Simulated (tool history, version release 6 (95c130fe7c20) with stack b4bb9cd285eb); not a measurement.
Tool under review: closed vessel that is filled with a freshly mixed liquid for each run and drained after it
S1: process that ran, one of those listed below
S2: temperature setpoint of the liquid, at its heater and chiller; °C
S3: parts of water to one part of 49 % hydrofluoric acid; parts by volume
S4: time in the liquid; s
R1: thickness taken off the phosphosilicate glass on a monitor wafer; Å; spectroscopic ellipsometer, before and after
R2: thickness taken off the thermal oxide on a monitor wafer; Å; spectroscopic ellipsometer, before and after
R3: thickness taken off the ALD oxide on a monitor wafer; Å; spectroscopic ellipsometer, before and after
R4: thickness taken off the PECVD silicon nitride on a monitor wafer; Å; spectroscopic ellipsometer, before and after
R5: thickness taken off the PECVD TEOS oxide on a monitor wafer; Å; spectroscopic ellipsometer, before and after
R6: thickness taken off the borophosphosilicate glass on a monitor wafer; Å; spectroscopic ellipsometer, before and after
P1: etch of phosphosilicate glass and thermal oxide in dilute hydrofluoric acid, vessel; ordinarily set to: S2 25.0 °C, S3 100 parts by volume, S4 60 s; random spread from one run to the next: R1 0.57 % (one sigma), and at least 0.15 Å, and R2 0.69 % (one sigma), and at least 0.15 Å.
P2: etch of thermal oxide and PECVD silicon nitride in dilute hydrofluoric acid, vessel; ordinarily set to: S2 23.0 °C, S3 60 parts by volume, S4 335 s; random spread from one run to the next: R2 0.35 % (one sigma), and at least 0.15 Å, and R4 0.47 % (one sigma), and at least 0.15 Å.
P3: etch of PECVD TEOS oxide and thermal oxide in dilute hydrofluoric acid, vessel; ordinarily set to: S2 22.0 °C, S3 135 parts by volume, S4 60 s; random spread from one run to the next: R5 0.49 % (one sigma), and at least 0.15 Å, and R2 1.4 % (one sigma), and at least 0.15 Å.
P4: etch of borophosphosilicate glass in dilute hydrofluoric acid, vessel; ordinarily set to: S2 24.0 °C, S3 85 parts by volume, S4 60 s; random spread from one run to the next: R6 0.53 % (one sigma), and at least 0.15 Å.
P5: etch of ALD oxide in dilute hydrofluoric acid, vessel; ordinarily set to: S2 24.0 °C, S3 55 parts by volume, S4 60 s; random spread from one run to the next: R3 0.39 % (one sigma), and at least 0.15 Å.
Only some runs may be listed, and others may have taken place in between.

run	hour	S1	S2	S3	S4	R1	R2	R3	R4	R5	R6
1	8.8	P1	25.0	100	60	654.37	29.277				
2	16.4	P5	24.0	55	60			131.530			
3	25.4	P2	19.0	60	335		244.570		127.12		
4	30.2	P1	32.5	50	60	1870.40	84.664				
5	39.6	P3	22.0	135	60		18.292			51.101	
6	47.8	P1	25.0	100	60	649.21	29.236				
7	54.4	P1	25.0	100	60	649.92	28.905				
8	58.7	P1	32.0	100	60	840.90	37.818				
9	66.8	P5	24.0	55	60			131.580			
10	76.2	P4	24.0	55	60						552.65
11	81.8	P3	22.0	135	60		18.478			50.775	
12	88.9	P1	25.0	100	60	654.10	29.164				
13	93.5	P1	25.0	100	60	649.99	29.406				
14	98.1	P1	25.0	165	60	367.32	16.273				
15	107.3	P2	23.0	60	335		288.240		167.61		
16	117.0	P1	25.0	100	110	1201.10	53.547				
17	124.8	P1	17.0	100	90	709.87	31.612				
18	133.8	P5	24.0	90	60			76.225			
19	140.0	P1	25.0	50	60	1391.10	62.039				
20	146.0	P3	22.0	210	60		10.926			30.322	
21	150.4	P2	23.0	90	335		185.290		111.51		
22	155.6	P1	25.0	100	30	325.47	14.697				
23	163.0	P4	24.0	85	60						344.35
24	170.7	P5	18.5	55	60			104.620			
25	177.1	P1	25.0	100	60	651.79	28.701				
26	183.4	P1	17.5	100	60	480.26	21.713				
27	192.1	P3	22.0	135	105		31.525			89.505	
28	197.4	P2	23.0	60	655		563.850		328.23		
29	204.2	P3	26.0	135	60		21.531			60.010	
30	208.7	P4	24.0	85	60						344.42
31	213.0	P4	24.0	85	90						518.40
32	220.9	P1	25.0	100	60	650.00	29.138				
33	226.7	P4	28.0	85	60						401.81
34	232.9	P5	24.0	55	30			65.572			
35	237.7	P1	25.0	100	60	647.98	29.121				
36	246.8	P1	25.0	100	60	676.55	30.259				
37	253.9	P1	25.0	100	60	690.93	30.826				
38	260.4	P1	25.0	100	60	693.04	31.274				
39	266.3	P1	25.0	100	60	703.19	31.465				
40	271.2	P1	25.0	100	60	702.38	31.336				
41	280.8	P1	25.0	100	60	720.03	31.786				
42	290.4	P1	25.0	100	60	714.42	32.098				
43	295.5	P1	25.0	100	60	709.36	31.530				
44	299.8	P1	25.0	100	60	715.84	31.724				
45	307.3	P1	25.0	100	60	725.50	31.608				
46	312.6	P1	25.0	100	60	708.64	31.889				

Something has made what P1 gives creep away from where it was; the 2 causes below, each at its own stated size, fit the log equally well:
A: liquid hotter than its thermometer reads (K) = 2.45
B: hydrofluoric acid flow above the setpoint (%) = 8.82
The onset of the drift is placed at about hour 237.7.

Listed below are the offered check runs, one wafer per run, with question marks in place of results. For which of them would the causes give clearly different outcomes?
check 1	317.9	P3	22.0	135	60		?			?	
check 2	317.9	P2	23.0	60	335		?		?		
check 3	317.9	P5	24.0	55	60			?			
check 4	317.9	P4	24.0	85	60						?

What each check would give under each cause:
check	result	if A	if B
check 1	R2	20.331	20.360
check 1	R5	56.274	56.353
check 2	R2	319.290	316.380
check 2	R4	197.28	181.85
check 3	R3	145.300	144.000
check 4	R6	379.72	378.26
Distance between the nearest two causes, measured in the result of the check that separates them most: check 1 0.14 %; check 2 8.14 %; check 3 0.9 %; check 4 0.39 %
The other checks would show nearly matching results whichever cause is true, so check 2 is the only one that separates the causes.

The results of check 2 are: R2 319.690 Å; R4 197.54 Å. Based on these, which of the listed causes is it?

The correct cause is A, namely: liquid hotter than its thermometer reads (K).
